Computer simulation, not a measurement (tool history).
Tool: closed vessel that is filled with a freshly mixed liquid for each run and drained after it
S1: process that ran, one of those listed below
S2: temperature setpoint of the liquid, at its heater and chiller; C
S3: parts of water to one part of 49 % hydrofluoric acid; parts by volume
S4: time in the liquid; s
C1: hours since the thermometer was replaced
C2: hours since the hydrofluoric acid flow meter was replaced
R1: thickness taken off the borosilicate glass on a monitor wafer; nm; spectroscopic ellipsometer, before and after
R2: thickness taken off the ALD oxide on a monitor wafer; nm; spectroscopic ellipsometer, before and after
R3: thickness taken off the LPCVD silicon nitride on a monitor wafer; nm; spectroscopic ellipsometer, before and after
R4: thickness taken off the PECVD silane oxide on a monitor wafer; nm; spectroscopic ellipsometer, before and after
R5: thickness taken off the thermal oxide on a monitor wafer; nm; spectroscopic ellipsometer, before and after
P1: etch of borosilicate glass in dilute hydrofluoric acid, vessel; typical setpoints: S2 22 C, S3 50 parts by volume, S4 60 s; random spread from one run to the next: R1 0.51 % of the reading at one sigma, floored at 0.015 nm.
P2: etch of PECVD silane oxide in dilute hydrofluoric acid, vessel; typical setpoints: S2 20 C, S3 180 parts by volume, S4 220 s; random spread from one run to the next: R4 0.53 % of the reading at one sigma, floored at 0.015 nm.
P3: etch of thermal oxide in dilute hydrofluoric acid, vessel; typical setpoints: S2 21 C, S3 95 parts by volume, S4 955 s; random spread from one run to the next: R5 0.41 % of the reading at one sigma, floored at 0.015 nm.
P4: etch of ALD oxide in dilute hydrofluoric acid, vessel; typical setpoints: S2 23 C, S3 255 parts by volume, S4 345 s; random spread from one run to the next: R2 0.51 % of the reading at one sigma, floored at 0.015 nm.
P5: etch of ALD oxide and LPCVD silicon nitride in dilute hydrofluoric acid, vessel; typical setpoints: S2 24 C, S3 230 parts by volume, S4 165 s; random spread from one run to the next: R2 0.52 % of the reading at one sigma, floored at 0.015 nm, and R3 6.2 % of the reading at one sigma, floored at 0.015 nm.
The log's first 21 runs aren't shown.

run	hour	S1	S2	S3	S4	C1	C2	R1	R2	R3	R4	R5
22	272.7	P4	23	255	345	1262.3	735.4		10.898			
23	280.9	P1	22	50	60	1270.5	743.6	27.555				
24	290.7	P1	27.5	50	60	1280.3	753.4	34.64				
25	302.6	P2	20	180	220	1292.2	765.3				16.757	
26	318.4	P4	17	255	345	1308	781.1		8.7597			
27	330.3	P1	22	50	60	1319.9	793	27.585				
28	346.4	P5	32	230	165	1336	809.1		18.179	0.64334		
29	361	P1	22	50	30	1350.6	823.7	13.731				
30	369	P4	23	255	660	1358.6	831.7		20.828			
31	386.4	P5	24	410	165	1376	849.1		6.4798	0.22204		

Run 32 comes next. What will it give?
32	404	P1	22	50	60	1393.6	866.7	?				

R1: 27.616 nm
